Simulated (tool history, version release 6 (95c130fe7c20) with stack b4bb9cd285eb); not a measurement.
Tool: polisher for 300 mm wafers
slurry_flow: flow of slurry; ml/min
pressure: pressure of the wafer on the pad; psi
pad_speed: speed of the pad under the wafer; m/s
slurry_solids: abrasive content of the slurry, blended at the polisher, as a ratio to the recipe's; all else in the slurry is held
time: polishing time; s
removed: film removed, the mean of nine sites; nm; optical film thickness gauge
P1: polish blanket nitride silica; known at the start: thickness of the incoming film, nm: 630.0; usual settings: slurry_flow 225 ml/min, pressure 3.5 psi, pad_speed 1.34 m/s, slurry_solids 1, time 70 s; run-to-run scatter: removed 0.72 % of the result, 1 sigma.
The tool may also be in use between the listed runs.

run,day,slurry_flow,pressure,pad_speed,slurry_solids,time,wafers polished on this pad,hours since the slurry nozzle was cleaned,hours since the head pressure was calibrated,hours since the slurry blender was calibrated,hours since the conditioning disc was replaced,removed
1,0.167,225,3.5,1.34,1,70,187,259.8,296.5,135.6,237.1,57.162
2,0.283,350,3.5,1.34,1,70,207,262.6,299.3,138.4,239.9,58.826
3,0.446,225,3.5,1.34,1,70,236,266.5,303.2,142.3,243.8,56.885
4,0.633,225,3.5,0.74,1,70,269,271,307.7,146.8,248.3,35.698
5,0.829,225,5.4,1.34,1,70,304,275.7,312.4,151.5,253,87.516
# day 0.862: slurry blender recalibrated
6,0.983,225,3.5,1.34,1,70,331,279.4,316.1,2.9,256.7,56.093
7,1.117,160,3.5,0.98,1,70,354,282.6,319.3,6.1,259.9,42.537
8,1.225,225,1.8,1.34,1,70,373,285.2,321.9,8.7,262.5,29.175
9,1.421,225,3.5,1.34,0.6,70,408,289.9,326.6,13.4,267.2,43.651
10,1.542,225,3.5,1.34,1.4,70,429,292.8,329.5,16.3,270.1,65.159
11,1.675,135,3.5,1.34,1,70,453,296,332.7,19.5,273.3,52.704
12,1.879,225,3.5,1.34,1,104,489,300.9,337.6,24.4,278.2,85.255
13,2.05,225,3.5,1.34,1,70,519,305,341.7,28.5,282.3,56.529
14,2.192,225,3.5,1.34,1,43,544,308.4,345.1,31.9,285.7,34.848
15,2.362,225,3.5,1.68,1,70,574,312.5,349.2,36,289.8,67.787
16,2.558,225,3.5,1.34,1,70,608,317.2,353.9,40.7,294.5,56.315
17,2.717,225,3.5,1.34,1,70,636,321,357.7,44.5,298.3,54.276
18,2.829,225,3.5,1.34,1,70,656,323.7,360.4,47.2,301,53.049
19,2.942,225,3.5,1.34,1,70,676,326.4,363.1,49.9,303.7,53.099
20,3.062,225,3.5,1.34,1,70,697,329.3,366,52.8,306.6,52.544
# day 3.154: head pressure recalibrated
21,3.179,225,3.5,1.34,1,70,718,332.1,0.6,55.6,309.4,52.467
# day 3.208: conditioning disc replaced and pad reconditioned
22,3.388,225,3.5,1.34,1,70,755,337.1,5.6,60.6,4.4,51.563
23,3.508,225,3.5,1.34,1,70,776,340,8.5,63.5,7.3,51.082
24,3.7,225,3.5,1.34,1,70,810,344.6,13.1,68.1,11.9,50.908
# day 3.733: slurry nozzle cleaned
25,3.867,225,3.5,1.34,1,70,839,3.2,17.1,72.1,15.9,50.466
26,4.071,225,3.5,1.34,1,70,875,8.1,22,77,20.8,50.99
27,4.212,225,3.5,1.34,1,70,900,11.5,25.4,80.4,24.2,50.658

What P1 gives has crept away from where it was. These 2 causes fit the log equally well, each at the size given:
A: removal rate lost through wear of the pad, % = 10.7
B: abrasive missing from the slurry, % = 20.9
The creep began at about day 2.558.
Why every other cause is out:
slurry flow missing at the pad, %: serviced at day 3.733, which brought nothing back
head's pressure below its setpoint, %: serviced at day 3.154, which brought nothing back
time polished since the conditioner stopped cutting, s: serviced at day 3.208, which brought nothing back

4 check runs are offered, each on 5 wafers whose results are averaged, their results left as question marks. Which one tells the causes apart?
check 1,4.354,315,3.5,0.96,1,70,,,,,,?
check 2,4.354,225,2.5,1.34,1,70,,,,,,?
check 3,4.354,135,3.5,1.34,1,100,,,,,,?
check 4,4.354,225,3.5,1.34,0.65,70,,,,,,?

What each check would give under each cause:
check,result,if A,if B
check 1,removed,40.222,40.212
check 2,removed,36.265,36.256
check 3,removed,67.145,67.128
check 4,removed,40.788,39.772
How far apart the two closest causes lie, in the result that separates them most: check 1 0.03 %; check 2 0.03 %; check 3 0.03 %; check 4 2.52 %
Only check 4 tells the causes apart: in the others they would give nearly the same result.

Then check 4 was run and gave: removed 40.703 nm. Which cause is it?

It is A: removal rate lost through wear of the pad, %.
